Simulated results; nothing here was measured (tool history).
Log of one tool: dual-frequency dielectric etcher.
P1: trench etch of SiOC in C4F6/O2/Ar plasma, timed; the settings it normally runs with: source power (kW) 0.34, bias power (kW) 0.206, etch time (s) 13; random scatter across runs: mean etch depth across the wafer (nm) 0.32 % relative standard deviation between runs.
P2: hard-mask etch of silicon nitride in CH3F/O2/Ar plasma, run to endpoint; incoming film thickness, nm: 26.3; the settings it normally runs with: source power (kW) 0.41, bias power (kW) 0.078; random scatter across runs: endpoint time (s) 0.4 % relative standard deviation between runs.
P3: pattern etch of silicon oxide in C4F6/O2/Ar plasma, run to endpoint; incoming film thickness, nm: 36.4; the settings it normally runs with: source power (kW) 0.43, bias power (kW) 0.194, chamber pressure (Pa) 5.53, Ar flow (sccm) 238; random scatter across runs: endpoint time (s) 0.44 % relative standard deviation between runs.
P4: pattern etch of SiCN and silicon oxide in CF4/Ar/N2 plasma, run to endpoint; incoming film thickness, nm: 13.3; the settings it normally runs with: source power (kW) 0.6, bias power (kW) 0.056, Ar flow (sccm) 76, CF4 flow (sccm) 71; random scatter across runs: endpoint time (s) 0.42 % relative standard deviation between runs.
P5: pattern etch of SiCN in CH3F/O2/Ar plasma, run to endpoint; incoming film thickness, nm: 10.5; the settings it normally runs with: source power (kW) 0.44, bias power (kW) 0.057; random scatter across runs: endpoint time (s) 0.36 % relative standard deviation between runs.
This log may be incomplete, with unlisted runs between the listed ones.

| run | day | process that ran | source power (kW) | bias power (kW) | etch time (s) | chamber pressure (Pa) | Ar flow (sccm) | CF4 flow (sccm) | hours since the last wet clean | hours since the last source power generator calibration | hours since the last bias power generator calibration | mean etch depth across the wafer (nm) | endpoint time (s) |
|---|---|---|---|---|---|---|---|---|---|---|---|---|---|
| 1 | 0.242 | P1 | 0.34 | 0.206 | 13 |  |  |  | 338 | 2894.1 | 3324.7 | 25.679 |  |
| 2 | 0.462 | P2 | 0.41 | 0.109 |  |  |  |  | 343.3 | 2899.4 | 3330 |  | 32.536 |
| 3 | 0.679 | P2 | 0.41 | 0.078 |  |  |  |  | 348.5 | 2904.6 | 3335.2 |  | 36.738 |
| 4 | 0.85 | P3 | 0.34 | 0.194 |  | 5.53 | 238 |  | 352.6 | 2908.7 | 3339.3 |  | 12.288 |
| 5 | 0.962 | P5 | 0.44 | 0.057 |  |  |  |  | 355.3 | 2911.4 | 3342 |  | 29.568 |
| 6 | 1.1 | P4 | 0.6 | 0.068 |  |  | 76 | 71 | 358.6 | 2914.7 | 3345.3 |  | 11.797 |
| 7 | 1.229 | P3 | 0.43 | 0.229 |  | 5.53 | 238 |  | 361.7 | 2917.8 | 3348.4 |  | 10.682 |
| 8 | 1.388 | P4 | 0.6 | 0.056 |  |  | 76 | 71 | 365.5 | 2921.6 | 3352.2 |  | 12.384 |
| 9 | 1.629 | P4 | 0.78 | 0.056 |  |  | 76 | 71 | 371.3 | 2927.4 | 3358 |  | 9.7288 |
| 10 | 1.838 | P5 | 0.44 | 0.057 |  |  |  |  | 376.3 | 2932.4 | 3363 |  | 29.513 |
| 11 | 2.012 | P4 | 0.6 | 0.056 |  |  | 46 | 71 | 380.5 | 2936.6 | 3367.2 |  | 11.512 |
| 12 | 2.217 | P1 | 0.46 | 0.206 | 13 |  |  |  | 385.4 | 2941.5 | 3372.1 | 28.731 |  |
| 13 | 2.421 | P2 | 0.28 | 0.078 |  |  |  |  | 390.3 | 2946.4 | 3377 |  | 42.726 |
| 14 | 2.65 | P1 | 0.34 | 0.206 | 16.5 |  |  |  | 395.8 | 2951.9 | 3382.5 | 32.354 |  |
| 15 | 2.871 | P1 | 0.24 | 0.206 | 13 |  |  |  | 401.1 | 2957.2 | 3387.8 | 22.191 |  |
| 16 | 2.992 | P1 | 0.4 | 0.206 | 17.5 |  |  |  | 404 | 2960.1 | 3390.7 | 36.678 |  |
| 17 | 3.221 | P1 | 0.34 | 0.206 | 8.5 |  |  |  | 409.5 | 2965.6 | 3396.2 | 16.664 |  |
| 18 | 3.412 | P1 | 0.34 | 0.134 | 13 |  |  |  | 414.1 | 2970.2 | 3400.8 | 22.349 |  |
| 19 | 3.538 | P1 | 0.34 | 0.246 | 13 |  |  |  | 417.1 | 2973.2 | 3403.8 | 27.139 |  |
| 20 | 3.733 | P1 | 0.34 | 0.206 | 13 |  |  |  | 421.8 | 2977.9 | 3408.5 | 25.584 |  |
| 21 | 3.929 | P5 | 0.61 | 0.057 |  |  |  |  | 426.5 | 2982.6 | 3413.2 |  | 25.985 |
| 22 | 4.108 | P4 | 0.6 | 0.056 |  |  | 76 | 49 | 430.8 | 2986.9 | 3417.5 |  | 13.129 |
| 23 | 4.229 | P5 | 0.44 | 0.047 |  |  |  |  | 433.7 | 2989.8 | 3420.4 |  | 31.358 |
| 24 | 4.458 | P3 | 0.43 | 0.194 |  | 5.53 | 293 |  | 439.2 | 2995.3 | 3425.9 |  | 11.469 |
| 25 | 4.654 | P1 | 0.34 | 0.206 | 13 |  |  |  | 443.9 | 3000 | 3430.6 | 25.509 |  |
| 26 | 4.862 | P3 | 0.43 | 0.194 |  | 4 | 238 |  | 448.9 | 3005 | 3435.6 |  | 10.832 |
| 27 | 5.033 | P2 | 0.41 | 0.078 |  |  |  |  | 453 | 3009.1 | 3439.7 |  | 36.665 |
| 28 | 5.183 | P3 | 0.43 | 0.194 |  | 5.53 | 238 |  | 456.6 | 3012.7 | 3443.3 |  | 11.205 |
| 29 | 5.392 | P1 | 0.34 | 0.206 | 13 |  |  |  | 461.6 | 3017.7 | 3448.3 | 25.442 |  |
| 30 | 5.571 | P1 | 0.34 | 0.206 | 13 |  |  |  | 465.9 | 3022 | 3452.6 | 25.583 |  |
| 31 | 5.696 | P1 | 0.34 | 0.206 | 13 |  |  |  | 468.9 | 3025 | 3455.6 | 25.327 |  |
| 32 | 5.838 | P1 | 0.34 | 0.206 | 13 |  |  |  | 472.3 | 3028.4 | 3459 | 25.349 |  |
| 33 | 6.017 | P1 | 0.34 | 0.206 | 13 |  |  |  | 476.6 | 3032.7 | 3463.3 | 25.268 |  |
| 34 | 6.254 | P1 | 0.34 | 0.206 | 13 |  |  |  | 482.3 | 3038.4 | 3469 | 25.186 |  |
|  | 6.304 | wet clean of the chamber |
| 35 | 6.488 | P1 | 0.34 | 0.206 | 13 |  |  |  | 4.5 | 3044 | 3474.6 | 25.164 |  |
| 36 | 6.608 | P1 | 0.34 | 0.206 | 13 |  |  |  | 7.4 | 3046.9 | 3477.5 | 25.089 |  |
| 37 | 6.833 | P1 | 0.34 | 0.206 | 13 |  |  |  | 12.8 | 3052.3 | 3482.9 | 25.164 |  |
| 38 | 6.988 | P1 | 0.34 | 0.206 | 13 |  |  |  | 16.5 | 3056 | 3486.6 | 25.008 |  |
| 39 | 7.108 | P1 | 0.34 | 0.206 | 13 |  |  |  | 19.4 | 3058.9 | 3489.5 | 25.213 |  |
| 40 | 7.329 | P1 | 0.34 | 0.206 | 13 |  |  |  | 24.7 | 3064.2 | 3494.8 | 25.063 |  |

P1 no longer gives what it gave before; its output has crept away from where it was. The following 2 causes, each at its listed size, fit the log equally well:
A: source power that arrives under what is set, % = 4.02
B: bias power that arrives under what is set, % = 4.7
The gradual shift began around day 5.571.
The rest of the possible causes, and what rules out each one:
chamber walls in a state that lowers the etch rate, %: its service at day 6.304 followed the start of the drift and did not put the process back to its old value

Consider the 4 check runs below, whose results appear as question marks and each of which averages 2 wafers. Which one distinguishes the causes, in that each cause would give it a clearly different result?
| check 1 | 7.55 | P5 | 0.44 | 0.057 |  |  |  |  |  |  |  |  | ? |
| check 2 | 7.55 | P4 | 0.6 | 0.056 |  |  | 76 | 71 |  |  |  |  | ? |
| check 3 | 7.55 | P2 | 0.41 | 0.078 |  |  |  |  |  |  |  |  | ? |
| check 4 | 7.55 | P3 | 0.43 | 0.194 |  | 5.53 | 238 |  |  |  |  |  | ? |

Outcome of each check run for each possible cause:
| check | result | if A | if B |
|---|---|---|---|
| check 1 | endpoint time (s) | 29.908 | 29.913 |
| check 2 | endpoint time (s) | 12.872 | 12.584 |
| check 3 | endpoint time (s) | 37.377 | 37.421 |
| check 4 | endpoint time (s) | 11.368 | 11.361 |
Gap, in per cent, between the two causes that each check separates least, read from the result that separates them most: check 1 0.02 %; check 2 2.26 %; check 3 0.12 %; check 4 0.06 %
Only check 2 tells the causes apart: in the others they would give nearly the same result.

Here is what check 2 returned: endpoint time (s) 12.909. Which cause is it?

It was cause A: source power that arrives under what is set, %.

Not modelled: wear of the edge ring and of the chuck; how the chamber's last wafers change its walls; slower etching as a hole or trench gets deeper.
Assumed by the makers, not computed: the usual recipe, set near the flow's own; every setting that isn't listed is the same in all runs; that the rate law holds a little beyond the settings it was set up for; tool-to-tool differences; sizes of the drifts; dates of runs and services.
